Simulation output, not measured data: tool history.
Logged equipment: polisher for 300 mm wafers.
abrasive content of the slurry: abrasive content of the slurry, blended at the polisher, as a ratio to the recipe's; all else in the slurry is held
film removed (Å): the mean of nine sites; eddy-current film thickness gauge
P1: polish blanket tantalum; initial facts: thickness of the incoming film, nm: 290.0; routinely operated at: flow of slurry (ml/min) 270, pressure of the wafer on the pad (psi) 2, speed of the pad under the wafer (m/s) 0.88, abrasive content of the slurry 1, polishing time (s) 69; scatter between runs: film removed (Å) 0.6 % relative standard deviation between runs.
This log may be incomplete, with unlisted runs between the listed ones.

run	day	flow of slurry (ml/min)	pressure of the wafer on the pad (psi)	speed of the pad under the wafer (m/s)	abrasive content of the slurry	polishing time (s)	wafers polished on this pad	hours since the slurry nozzle was cleaned	hours since the head pressure was calibrated	hours since the slurry blender was calibrated	film removed (Å)
1	0.446	270	2	0.88	1	69	529	352.8	154.7	197.8	1144
2	0.85	200	2	0.4	1	69	644	362.5	164.4	207.5	504.78
3	1.267	270	2	0.88	1	69	764	372.5	174.4	217.5	1134.2
4	1.696	270	2	0.88	1	69	887	382.8	184.7	227.8	1138.9
5	2.138	270	2	0.88	1	69	1014	393.4	195.3	238.4	1142
6	2.446	270	2	1.38	1	69	1102	400.8	202.7	245.8	1774.5
7	2.788	270	1.1	0.88	0.55	69	1200	409	210.9	254	503.53
8	3.021	270	2	0.88	1.5	69	1267	414.6	216.5	259.6	1257.7
9	3.35	270	2	0.88	1	100	1362	422.5	224.4	267.5	1659.7
10	3.742	160	2	0.88	1	69	1474	431.9	233.8	276.9	1059.1
11	4.125	270	2	0.88	1	69	1584	441.1	243	286.1	1143.6
12	4.479	270	2	0.88	1	69	1686	449.6	251.5	294.6	1139.3
13	4.942	270	2	0.52	1	69	1819	460.7	262.6	305.7	662.89
# day 5.067: slurry nozzle cleaned
14	5.346	270	2	0.88	0.55	69	1935	6.8	272.3	315.4	924.77
15	5.55	355	2	0.88	1	69	1993	11.7	277.2	320.3	1171
16	5.762	270	2	0.88	1	42	2054	16.8	282.3	325.4	690.89
17	5.979	270	3.1	0.88	1	69	2116	22	287.5	330.6	1766.3
18	6.442	270	1.3	0.88	1	94	2249	33.1	298.6	341.7	998.37
19	6.871	270	1	0.88	1	69	2372	43.4	308.9	352	571.99
20	7.204	270	2	0.88	1	69	2468	51.4	316.9	360	1145.5
21	7.475	270	2	0.88	1	69	2546	57.9	323.4	366.5	1097.7

Estimate the outcome of run 22 from the log above:
22	7.825	270	2	0.88	1	69	2646	66.3	331.8	374.9	?

Run 22 gave film removed (Å) 1070.6.
